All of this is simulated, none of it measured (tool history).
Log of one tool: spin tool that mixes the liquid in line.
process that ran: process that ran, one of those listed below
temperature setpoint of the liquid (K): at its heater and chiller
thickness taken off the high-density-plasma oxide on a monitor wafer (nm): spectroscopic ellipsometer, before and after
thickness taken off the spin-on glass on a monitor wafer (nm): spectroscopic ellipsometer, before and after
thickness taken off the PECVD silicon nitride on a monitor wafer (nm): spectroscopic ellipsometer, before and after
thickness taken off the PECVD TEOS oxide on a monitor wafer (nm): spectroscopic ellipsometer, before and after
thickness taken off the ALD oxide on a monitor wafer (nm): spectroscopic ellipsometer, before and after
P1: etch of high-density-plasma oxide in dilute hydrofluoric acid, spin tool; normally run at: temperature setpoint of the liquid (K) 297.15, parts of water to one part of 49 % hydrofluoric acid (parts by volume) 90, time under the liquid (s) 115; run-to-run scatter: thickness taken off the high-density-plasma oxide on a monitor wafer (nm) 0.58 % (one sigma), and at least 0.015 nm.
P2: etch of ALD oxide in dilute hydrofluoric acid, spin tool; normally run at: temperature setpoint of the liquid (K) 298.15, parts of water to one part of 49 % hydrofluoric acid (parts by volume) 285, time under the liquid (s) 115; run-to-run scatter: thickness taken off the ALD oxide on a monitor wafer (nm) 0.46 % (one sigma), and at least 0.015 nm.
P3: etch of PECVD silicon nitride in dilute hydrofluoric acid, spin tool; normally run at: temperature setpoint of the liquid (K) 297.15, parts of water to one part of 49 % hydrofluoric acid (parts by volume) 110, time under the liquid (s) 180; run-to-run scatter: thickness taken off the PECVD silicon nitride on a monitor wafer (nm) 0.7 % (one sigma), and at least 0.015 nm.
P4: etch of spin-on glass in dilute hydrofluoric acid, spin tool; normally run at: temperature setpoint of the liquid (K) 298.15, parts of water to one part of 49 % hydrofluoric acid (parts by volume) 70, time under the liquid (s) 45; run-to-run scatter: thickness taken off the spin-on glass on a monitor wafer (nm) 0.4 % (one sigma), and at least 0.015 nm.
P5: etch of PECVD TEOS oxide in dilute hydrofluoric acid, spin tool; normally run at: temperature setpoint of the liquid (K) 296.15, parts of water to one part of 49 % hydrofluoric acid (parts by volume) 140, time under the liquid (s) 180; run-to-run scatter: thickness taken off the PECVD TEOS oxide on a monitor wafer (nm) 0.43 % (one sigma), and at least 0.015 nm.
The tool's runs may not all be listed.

run   hour  process that ran  temperature setpoint of the liquid (K)  parts of water to one part of 49 % hydrofluoric acid (parts by volume)  time under the liquid (s)  thickness taken off the high-density-plasma oxide on a monitor wafer (nm)  thickness taken off the spin-on glass on a monitor wafer (nm)  thickness taken off the PECVD silicon nitride on a monitor wafer (nm)  thickness taken off the PECVD TEOS oxide on a monitor wafer (nm)  thickness taken off the ALD oxide on a monitor wafer (nm)
  1    7.1                P1                                  297.15                                                                      90                        115                                                                     6.5301
  2   14.8                P1                                  291.15                                                                     150                        115                                                                     2.8454
  3   20.5                P1                                  297.15                                                                      90                        115                                                                     6.5045
  4   30.7                P4                                  298.15                                                                      70                         45                                                                                                                                   19.7130
  5   38.3                P4                                  290.15                                                                      70                         45                                                                                                                                   14.1660
  6   47.5                P3                                  297.15                                                                     110                        180                                                                                                                                                                                                           3.8728
  7   54.5                P1                                  290.65                                                                      90                         60                                                                     2.5758
  8   63.6                P1                                  297.15                                                                     145                         65                                                                     2.1213
  9   68.9                P3                                  297.15                                                                      65                        180                                                                                                                                                                                                           6.5137
 10   77.2                P4                                  298.15                                                                     105                         45                                                                                                                                   12.5810
 11   86.3                P4                                  298.15                                                                      70                         45                                                                                                                                   19.9870
 12   96.3                P5                                  296.15                                                                     140                        345                                                                                                                                                                                                                                                                            26.9420
 13  106.9                P1                                  297.15                                                                      90                        115                                                                     6.4905
 14  116.3                P1                                  297.15                                                                      90                        115                                                                     6.5950
 15  121.5                P5                                  296.15                                                                     230                        180                                                                                                                                                                                                                                                                             7.8506
 16  127.9                P3                                  297.15                                                                     110                        355                                                                                                                                                                                                           7.6493
 17  137.0                P1                                  297.15                                                                      90                        115                                                                     6.5128
 18  142.4                P1                                  300.65                                                                      90                        115                                                                     7.3802
 19  147.9                P2                                  298.15                                                                     285                         15                                                                                                                                                                                                                                                                                                                                       0.92076
 20  157.0                P5                                  296.15                                                                     140                        180                                                                                                                                                                                                                                                                            14.1720
 21  164.4                P2                                  298.15                                                                     125                        115                                                                                                                                                                                                                                                                                                                                      18.65700
 22  169.7                P5                                  303.15                                                                     140                        180                                                                                                                                                                                                                                                                            18.4800
 23  179.0                P3                                  302.15                                                                     110                        180                                                                                                                                                                                                           5.2498
 24  189.1                P2                                  298.15                                                                     285                        115                                                                                                                                                                                                                                                                                                                                       6.88060
 25  196.2                P2                                  298.15                                                                     285                        115                                                                                                                                                                                                                                                                                                                                       6.84450
 26  203.7                P1                                  297.15                                                                      90                        205                                                                    11.6320
 27  212.8                P1                                  290.15                                                                      90                        115                                                                     4.8882
 28  218.1                P2                                  294.65                                                                     285                        115                                                                                                                                                                                                                                                                                                                                       6.09980
 29  226.0                P4                                  298.15                                                                      70                         15                                                                                                                                    6.6153
 30  236.8                P1                                  297.15                                                                      30                        115                                                                    20.9380
 31  244.7                P1                                  297.15                                                                     150                        115                                                                     3.5970
 32  253.7                P1                                  297.15                                                                      90                         60                                                                     3.3995
 33  263.5                P1                                  297.15                                                                      90                        115                                                                     6.4824
 34  269.3                P1                                  297.15                                                                      90                        115                                                                     6.5084
 35  275.7                P1                                  297.15                                                                      90                        115                                                                     6.7751
 36  281.7                P1                                  297.15                                                                      90                        115                                                                     6.7908
 37  287.9                P1                                  297.15                                                                      90                        115                                                                     6.8646
 38  296.2                P1                                  297.15                                                                      90                        115                                                                     6.9776
 39  301.7                P1                                  297.15                                                                      90                        115                                                                     6.8555
 40  310.8                P1                                  297.15                                                                      90                        115                                                                     6.9331
 41  319.7                P1                                  297.15                                                                      90                        115                                                                     6.9225
 42  330.4                P1                                  297.15                                                                      90                        115                                                                     6.9062
 43  336.9                P1                                  297.15                                                                      90                        115                                                                     6.9196
 44  346.6                P1                                  297.15                                                                      90                        115                                                                     6.9594

What P1 gives has crept away from where it was. These 2 causes fit the log equally well, each at the size given:
A: liquid hotter than its thermometer reads (K) = 1.82
B: hydrofluoric acid flow above the setpoint (%) = 6.71
The creep began at about hour 263.5.

4 check runs are offered, one wafer each, their results left as question marks. Which one tells the causes apart?
check 1  356.3                P4                                  290.65                                                                      70                         45                                                                                                                                         ?
check 2  356.3                P3                                  297.15                                                                      70                        250                                                                                                                                                                                                                ?
check 3  356.3                P2                                  294.65                                                                     285                         35                                                                                                                                                                                                                                                                                                                                             ?
check 4  356.3                P5                                  300.15                                                                     140                        340                                                                                                                                                                                                                                                                                  ?

What each check would give under each cause:
  check                                                                 result     if A     if B
check 1          thickness taken off the spin-on glass on a monitor wafer (nm)  15.6360  15.5190
check 2  thickness taken off the PECVD silicon nitride on a monitor wafer (nm)   9.4011   8.8812
check 3              thickness taken off the ALD oxide on a monitor wafer (nm)  1.97370  2.00720
check 4       thickness taken off the PECVD TEOS oxide on a monitor wafer (nm)  33.1770  33.4610
How far apart the two closest causes lie, in the result that separates them most: check 1 0.75 %; check 2 5.69 %; check 3 1.68 %; check 4 0.85 %
Check 2 tells the causes apart: in the others they would give nearly the same result.

Then check 2 was run and gave: thickness taken off the PECVD silicon nitride on a monitor wafer (nm) 9.3580. Which cause is it?

It is A: liquid hotter than its thermometer reads (K).
